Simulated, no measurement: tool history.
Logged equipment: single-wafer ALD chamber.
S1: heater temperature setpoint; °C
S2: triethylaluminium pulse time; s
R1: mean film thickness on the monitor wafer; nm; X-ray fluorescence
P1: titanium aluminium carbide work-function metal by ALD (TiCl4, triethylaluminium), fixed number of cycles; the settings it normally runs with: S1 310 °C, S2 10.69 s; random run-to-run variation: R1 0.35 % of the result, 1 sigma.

run 1 hour=18.6 | S1=310 S2=10.69 | R1=2.0871
run 2 hour=32.9 | S1=310 S2=10.69 | R1=2.0931
run 3 hour=51.2 | S1=310 S2=3.76 | R1=1.5546
run 4 hour=65.8 | S1=310 S2=17.81 | R1=2.1272
run 5 hour=84.2 | S1=331 S2=10.69 | R1=2.2737
run 6 hour=95.7 | S1=299 S2=5.43 | R1=1.7322
run 7 hour=106.1 | S1=310 S2=10.69 | R1=2.0843
run 8 hour=124.3 | S1=310 S2=10.69 | R1=2.0899
run 9 hour=137.7 | S1=291 S2=10.69 | R1=1.9238
run 10 hour=148.6 | S1=310 S2=10.69 | R1=2.0812
run 11 hour=157.4 | S1=310 S2=10.69 | R1=2.0813
run 12 hour=169.8 | S1=310 S2=10.69 | R1=2.0642
run 13 hour=183.3 | S1=310 S2=10.69 | R1=2.0461
run 14 hour=199.4 | S1=310 S2=10.69 | R1=2.0574
run 15 hour=212.3 | S1=310 S2=10.69 | R1=2.0395
run 16 hour=228.3 | S1=310 S2=10.69 | R1=2.0351
run 17 hour=240.9 | S1=310 S2=10.69 | R1=2.0357
run 18 hour=254.9 | S1=310 S2=10.69 | R1=2.0325

Compared with where it was, what P1 gives has crept away. Each cause listed below fits the log as well as the rest, at the size given for it:
A: triethylaluminium dose below that of a fresh bottle (%) = 16.3
B: wafer temperature below the value expected at the setpoint (K) = 5.07
The gradual shift began around hour 148.6.

Question marks stand in for the results of the 4 check runs listed below, each run on one wafer. Under which run would the listed causes show clearly different results?
run check 1 hour=268.9 | S1=293 S2=10.69 | R1=?
run check 2 hour=268.9 | S1=321 S2=10.69 | R1=?
run check 3 hour=268.9 | S1=310 S2=4 | R1=?
run check 4 hour=268.9 | S1=322 S2=10.69 | R1=?

What every check run would give for each of its results, assuming each possible cause in turn:
check=check_1 result=R1 if_A=1.8949 if_B=1.8923
check=check_2 result=R1 if_A=2.1339 if_B=2.1355
check=check_3 result=R1 if_A=1.4634 if_B=1.5651
check=check_4 result=R1 if_A=2.1426 if_B=2.1443
Per-check spread between the two closest causes, in the result where they differ most: check 1 0.14 %; check 2 0.07 %; check 3 6.72 %; check 4 0.08 %
Only in check 3 would the causes give clearly different results; in the remaining checks their results would be nearly the same.

Here is what check 3 returned: R1 1.4592 nm. Which cause is it?

It is A: triethylaluminium dose below that of a fresh bottle (%).

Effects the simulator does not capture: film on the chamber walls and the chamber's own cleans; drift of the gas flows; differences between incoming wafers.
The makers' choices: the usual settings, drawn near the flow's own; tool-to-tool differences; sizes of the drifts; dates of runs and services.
